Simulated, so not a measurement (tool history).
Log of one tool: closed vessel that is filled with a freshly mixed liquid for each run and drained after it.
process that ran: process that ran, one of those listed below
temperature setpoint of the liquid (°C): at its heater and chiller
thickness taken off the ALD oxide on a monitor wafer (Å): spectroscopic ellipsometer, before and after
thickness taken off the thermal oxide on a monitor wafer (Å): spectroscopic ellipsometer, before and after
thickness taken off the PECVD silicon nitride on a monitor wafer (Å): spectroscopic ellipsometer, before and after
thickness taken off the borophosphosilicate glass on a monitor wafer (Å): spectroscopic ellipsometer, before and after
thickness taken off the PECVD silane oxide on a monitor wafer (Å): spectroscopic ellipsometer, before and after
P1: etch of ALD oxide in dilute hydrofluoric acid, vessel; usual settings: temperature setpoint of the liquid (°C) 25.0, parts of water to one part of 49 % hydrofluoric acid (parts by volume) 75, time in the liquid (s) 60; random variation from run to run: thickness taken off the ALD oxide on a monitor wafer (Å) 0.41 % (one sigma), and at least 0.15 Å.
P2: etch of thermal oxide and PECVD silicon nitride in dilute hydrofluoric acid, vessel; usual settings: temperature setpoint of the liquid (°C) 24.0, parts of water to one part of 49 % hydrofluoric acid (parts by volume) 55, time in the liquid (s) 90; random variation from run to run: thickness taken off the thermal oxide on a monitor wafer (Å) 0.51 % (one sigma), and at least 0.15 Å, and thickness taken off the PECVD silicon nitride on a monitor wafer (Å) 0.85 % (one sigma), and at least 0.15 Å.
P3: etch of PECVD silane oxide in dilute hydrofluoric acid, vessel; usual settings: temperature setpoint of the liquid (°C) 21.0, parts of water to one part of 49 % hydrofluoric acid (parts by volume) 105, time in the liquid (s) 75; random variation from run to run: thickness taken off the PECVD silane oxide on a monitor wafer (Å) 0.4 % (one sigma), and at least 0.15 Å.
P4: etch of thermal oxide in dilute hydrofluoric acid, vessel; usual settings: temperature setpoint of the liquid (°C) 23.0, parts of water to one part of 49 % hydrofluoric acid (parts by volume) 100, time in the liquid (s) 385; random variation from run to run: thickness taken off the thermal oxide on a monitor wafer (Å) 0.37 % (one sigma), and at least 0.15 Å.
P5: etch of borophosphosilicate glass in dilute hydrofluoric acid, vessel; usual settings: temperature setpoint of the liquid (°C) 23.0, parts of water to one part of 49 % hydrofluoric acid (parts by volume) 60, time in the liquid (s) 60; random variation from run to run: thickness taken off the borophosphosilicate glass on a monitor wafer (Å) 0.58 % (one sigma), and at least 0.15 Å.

run	hour	process that ran	temperature setpoint of the liquid (°C)	parts of water to one part of 49 % hydrofluoric acid (parts by volume)	time in the liquid (s)	hours since the thermometer was replaced	hours since the hydrofluoric acid flow meter was replaced	thickness taken off the ALD oxide on a monitor wafer (Å)	thickness taken off the thermal oxide on a monitor wafer (Å)	thickness taken off the PECVD silicon nitride on a monitor wafer (Å)	thickness taken off the borophosphosilicate glass on a monitor wafer (Å)	thickness taken off the PECVD silane oxide on a monitor wafer (Å)
1	5.9	P1	25.0	75	60	272.2	252.6	282.80				
2	12.2	P1	25.0	75	60	278.5	258.9	283.37				
3	17.6	P1	28.5	105	60	283.9	264.3	221.16				
4	27.2	P2	24.0	55	90	293.5	273.9		74.513	28.157		
5	35.3	P2	24.0	25	90	301.6	282.0		171.550	60.447		
6	46.8	P5	23.0	60	60	313.1	293.5				497.66	
7	54.4	P5	23.0	25	60	320.7	301.1				1244.20	
8	63.4	P1	25.0	75	60	329.7	310.1	282.81				
9	72.4	P4	23.0	170	385	338.7	319.1		99.996			
10	84.0	P3	21.0	105	75	350.3	330.7					189.15
11	93.1	P5	23.0	60	30	359.4	339.8				250.91	
12	98.8	P2	28.0	55	90	365.1	345.5		88.053	36.525		
13	110.8	P3	25.5	105	75	377.1	357.5					227.68
14	119.9	P3	21.0	60	75	386.2	366.6					350.57
15	131.6	P3	21.0	105	130	397.9	378.3					326.57
16	139.1	P1	25.0	115	60	405.4	385.8	174.84				
17	147.2	P4	17.0	100	385	413.5	393.9		142.720			
18	155.8	P1	25.0	75	30	422.1	402.5	140.72				
19	163.0	P5	17.5	60	60	429.3	409.7				400.11	
20	168.9	P1	25.0	75	100	435.2	415.6	467.80				
21	174.1	P1	17.0	75	60	440.4	420.8	202.16				
# hour 174.2: hydrofluoric acid flow meter replaced
22	183.7	P4	23.0	100	585	450.0	9.5		277.260			
23	191.1	P4	23.0	100	385	457.4	16.9		183.510			
24	200.9	P1	25.0	75	60	467.2	26.7	281.84				
25	210.7	P2	24.0	55	175	477.0	36.5		145.670	54.234		
26	217.3	P1	25.0	130	115	483.6	43.1	288.91				
27	227.8	P1	33.5	75	60	494.1	53.6	392.16				
28	236.5	P3	21.0	105	75	502.8	62.3					189.64
29	248.0	P1	25.0	25	60	514.3	73.8	907.65				
30	255.8	P1	25.0	75	60	522.1	81.6	281.90				
31	263.8	P1	25.0	75	60	530.1	89.6	288.89				
32	273.0	P1	25.0	75	60	539.3	98.8	293.56				
33	280.3	P1	25.0	75	60	546.6	106.1	294.49				
34	292.3	P1	25.0	75	60	558.6	118.1	298.42				
35	299.3	P1	25.0	75	60	565.6	125.1	298.46				
36	308.5	P1	25.0	75	60	574.8	134.3	298.04				
37	314.7	P1	25.0	75	60	581.0	140.5	301.85				
38	322.7	P1	25.0	75	60	589.0	148.5	300.68				
39	332.0	P1	25.0	75	60	598.3	157.8	301.02				
40	339.4	P1	25.0	75	60	605.7	165.2	300.41				

What P1 gives has crept away from where it was. These 2 causes fit the log equally well, each at the size given:
A: hydrofluoric acid flow above the setpoint (%) = 6.03
B: liquid hotter than its thermometer reads (K) = 1.62
The creep began at about hour 255.8.

4 check runs are offered, each on 2 wafers whose results are averaged, their results left as question marks. Which one tells the causes apart?
check 1	346.8	P4	23.0	100	385				?			
check 2	346.8	P2	24.0	55	90				?	?		
check 3	346.8	P3	21.0	105	75							?
check 4	346.8	P5	23.0	60	60						?	

What each check would give under each cause:
check	result	if A	if B
check 1	thickness taken off the thermal oxide on a monitor wafer (Å)	195.630	195.410
check 2	thickness taken off the thermal oxide on a monitor wafer (Å)	79.821	80.080
check 2	thickness taken off the PECVD silicon nitride on a monitor wafer (Å)	29.817	31.375
check 3	thickness taken off the PECVD silane oxide on a monitor wafer (Å)	202.60	202.58
check 4	thickness taken off the borophosphosilicate glass on a monitor wafer (Å)	534.82	536.63
How far apart the two closest causes lie, in the result that separates them most: check 1 0.11 %; check 2 5.09 %; check 3 0.01 %; check 4 0.34 %
Check 2 tells the causes apart: in the others they would give nearly the same result.

Check 2 was then run and gave: thickness taken off the thermal oxide on a monitor wafer (Å) 79.782; thickness taken off the PECVD silicon nitride on a monitor wafer (Å) 31.219. Which cause is it?

It is B: liquid hotter than its thermometer reads (K).
